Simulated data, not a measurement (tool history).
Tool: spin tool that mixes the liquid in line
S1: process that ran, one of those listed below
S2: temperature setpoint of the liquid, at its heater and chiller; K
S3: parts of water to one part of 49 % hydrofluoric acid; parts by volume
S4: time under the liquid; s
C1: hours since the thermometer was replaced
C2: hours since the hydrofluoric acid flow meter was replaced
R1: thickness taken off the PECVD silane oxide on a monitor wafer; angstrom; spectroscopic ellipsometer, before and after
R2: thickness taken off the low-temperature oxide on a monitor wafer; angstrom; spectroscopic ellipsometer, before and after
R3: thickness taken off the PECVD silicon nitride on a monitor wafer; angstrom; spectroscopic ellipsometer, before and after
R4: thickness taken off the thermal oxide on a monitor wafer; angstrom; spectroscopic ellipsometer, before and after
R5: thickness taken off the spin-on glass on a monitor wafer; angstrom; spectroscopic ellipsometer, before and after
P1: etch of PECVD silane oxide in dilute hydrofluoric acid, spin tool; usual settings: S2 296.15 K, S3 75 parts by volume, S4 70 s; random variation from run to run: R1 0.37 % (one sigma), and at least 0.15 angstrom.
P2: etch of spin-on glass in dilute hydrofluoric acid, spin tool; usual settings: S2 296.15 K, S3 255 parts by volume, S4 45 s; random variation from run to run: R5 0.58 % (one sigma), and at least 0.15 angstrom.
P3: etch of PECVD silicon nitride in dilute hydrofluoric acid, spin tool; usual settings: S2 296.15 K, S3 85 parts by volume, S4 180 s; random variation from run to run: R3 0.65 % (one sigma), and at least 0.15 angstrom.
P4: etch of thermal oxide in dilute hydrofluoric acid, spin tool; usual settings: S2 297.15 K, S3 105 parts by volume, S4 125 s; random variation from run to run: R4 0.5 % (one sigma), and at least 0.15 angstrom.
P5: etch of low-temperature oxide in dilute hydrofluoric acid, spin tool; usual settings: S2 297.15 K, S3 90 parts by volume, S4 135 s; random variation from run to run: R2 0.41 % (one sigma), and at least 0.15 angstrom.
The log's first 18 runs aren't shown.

run   hour  S1      S2   S3   S4      C1      C2      R1      R2      R3  R4      R5
 19  186.3  P1  290.65   75   70  1338.7  1118.1  110.72
 20  200.8  P2  296.15  255   15  1353.2  1132.6                              14.821
 21  208.2  P2  296.15  255   45  1360.6    1140                              43.735
 22  217.9  P1  302.65  120   70  1370.3  1149.7  105.86
 23  224.6  P1  296.15   75   70    1377  1156.4  139.25
 24  238.4  P2  296.15   85   45  1390.8  1170.2                              159.28
 25  247.7  P2  290.15  255   45  1400.1  1179.5                              34.914
 26  257.5  P5  297.15   90  135  1409.9  1189.3          254.63
 27  265.6  P1  296.15   20   70    1418  1197.4  559.93
 28  273.7  P5  297.15   90   15  1426.1  1205.5          28.394
 29  287.2  P1  296.15   75   70  1439.6    1219  139.25
 30  294.6  P1  296.15   75   70    1447  1226.4  139.92
     308.9  -- thermometer replaced
 31  309.2  P1  299.65   30   70     0.4    1241  428.44
 32  322.7  P3  300.65   85  180    13.9  1254.5                  47.909
 33  331.4  P1  296.15  115   70    22.6  1263.2  86.439
 34  344.6  P1  296.15   75   70    35.8  1276.4  139.92
 35  357.5  P1  296.15   75   70    48.7  1289.3  146.09
 36  368.6  P1  296.15   75   70    59.8  1300.4  149.13
 37  375.7  P1  296.15   75   70    66.9  1307.5  150.44
 38  385.7  P1  296.15   75   70    76.9  1317.5  151.01

Run 39 comes next. What will it give?
 39  398.9  P1  296.15  75  70  90.1  1330.7   ?

{"run 39": {"R1": 152.13}}
